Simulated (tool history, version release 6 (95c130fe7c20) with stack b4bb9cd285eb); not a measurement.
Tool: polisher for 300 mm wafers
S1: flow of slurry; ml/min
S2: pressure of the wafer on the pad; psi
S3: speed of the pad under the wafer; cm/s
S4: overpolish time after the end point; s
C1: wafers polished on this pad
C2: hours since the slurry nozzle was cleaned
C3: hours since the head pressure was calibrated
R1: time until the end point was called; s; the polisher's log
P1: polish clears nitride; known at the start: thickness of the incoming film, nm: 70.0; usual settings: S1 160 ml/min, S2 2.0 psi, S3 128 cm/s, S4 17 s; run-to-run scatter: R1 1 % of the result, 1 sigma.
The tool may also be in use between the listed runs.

| run | hour | S1 | S2 | S3 | S4 | C1 | C2 | C3 | R1 |
|---|---|---|---|---|---|---|---|---|---|
| 1 | 7.8 | 160 | 2.0 | 128 | 17 | 1118 | 405.3 | 741.2 | 104.580 |
| 2 | 15.5 | 160 | 2.0 | 128 | 17 | 1197 | 413.0 | 748.9 | 103.670 |
| 3 | 23.9 | 215 | 1.0 | 128 | 17 | 1282 | 421.4 | 757.3 | 197.280 |
| 4 | 33.1 | 160 | 2.0 | 58 | 17 | 1376 | 430.6 | 766.5 | 226.800 |
| 5 | 43.2 | 160 | 2.0 | 128 | 17 | 1478 | 440.7 | 776.6 | 101.800 |
| 6 | 50.1 | 160 | 2.0 | 128 | 17 | 1548 | 447.6 | 783.5 | 104.160 |
| 7 | 57.9 | 160 | 3.1 | 128 | 17 | 1628 | 455.4 | 791.3 | 66.291 |
| 8 | 64.8 | 220 | 2.0 | 128 | 17 | 1698 | 462.3 | 798.2 | 99.575 |
| 9 | 74.7 | 125 | 2.0 | 128 | 29 | 1799 | 472.2 | 808.1 | 106.930 |
| 10 | 79.7 | 160 | 1.5 | 128 | 17 | 1849 | 477.2 | 813.1 | 136.910 |
| 11 | 89.0 | 95 | 2.0 | 128 | 17 | 1944 | 486.5 | 822.4 | 114.960 |
| 12 | 97.2 | 160 | 2.0 | 128 | 26 | 2027 | 494.7 | 830.6 | 104.060 |
| 13 | 102.1 | 160 | 2.0 | 128 | 5 | 2077 | 499.6 | 835.5 | 103.090 |
| 14 | 107.2 | 160 | 2.0 | 128 | 17 | 2129 | 504.7 | 840.6 | 103.910 |
| 15 | 113.6 | 160 | 2.0 | 172 | 17 | 2194 | 511.1 | 847.0 | 74.513 |
| 16 | 120.1 | 160 | 2.0 | 94 | 5 | 2260 | 517.6 | 853.5 | 139.910 |
| 17 | 130.9 | 160 | 2.0 | 128 | 17 | 2370 | 528.4 | 864.3 | 103.810 |
| 18 | 137.7 | 160 | 2.0 | 128 | 17 | 2439 | 535.2 | 871.1 | 106.760 |
| 19 | 142.8 | 160 | 2.0 | 128 | 17 | 2491 | 540.3 | 876.2 | 106.030 |
| 20 | 149.5 | 160 | 2.0 | 128 | 17 | 2559 | 547.0 | 882.9 | 107.580 |
| 21 | 154.5 | 160 | 2.0 | 128 | 17 | 2610 | 552.0 | 887.9 | 109.570 |
| 22 | 163.6 | 160 | 2.0 | 128 | 17 | 2702 | 561.1 | 897.0 | 109.920 |
| 23 | 170.6 | 160 | 2.0 | 128 | 17 | 2774 | 568.1 | 904.0 | 113.020 |
| 24 | 179.5 | 160 | 2.0 | 128 | 17 | 2864 | 577.0 | 912.9 | 114.780 |
|  | 182.2 | head pressure recalibrated |
| 25 | 190.2 | 160 | 2.0 | 128 | 17 | 2973 | 587.7 | 8.0 | 114.450 |
| 26 | 198.0 | 160 | 2.0 | 128 | 17 | 3052 | 595.5 | 15.8 | 113.600 |

Forecast run 27:
| 27 | 206.8 | 160 | 2.0 | 128 | 17 | 3142 | 604.3 | 24.6 | ? |

R1: 114.930 s
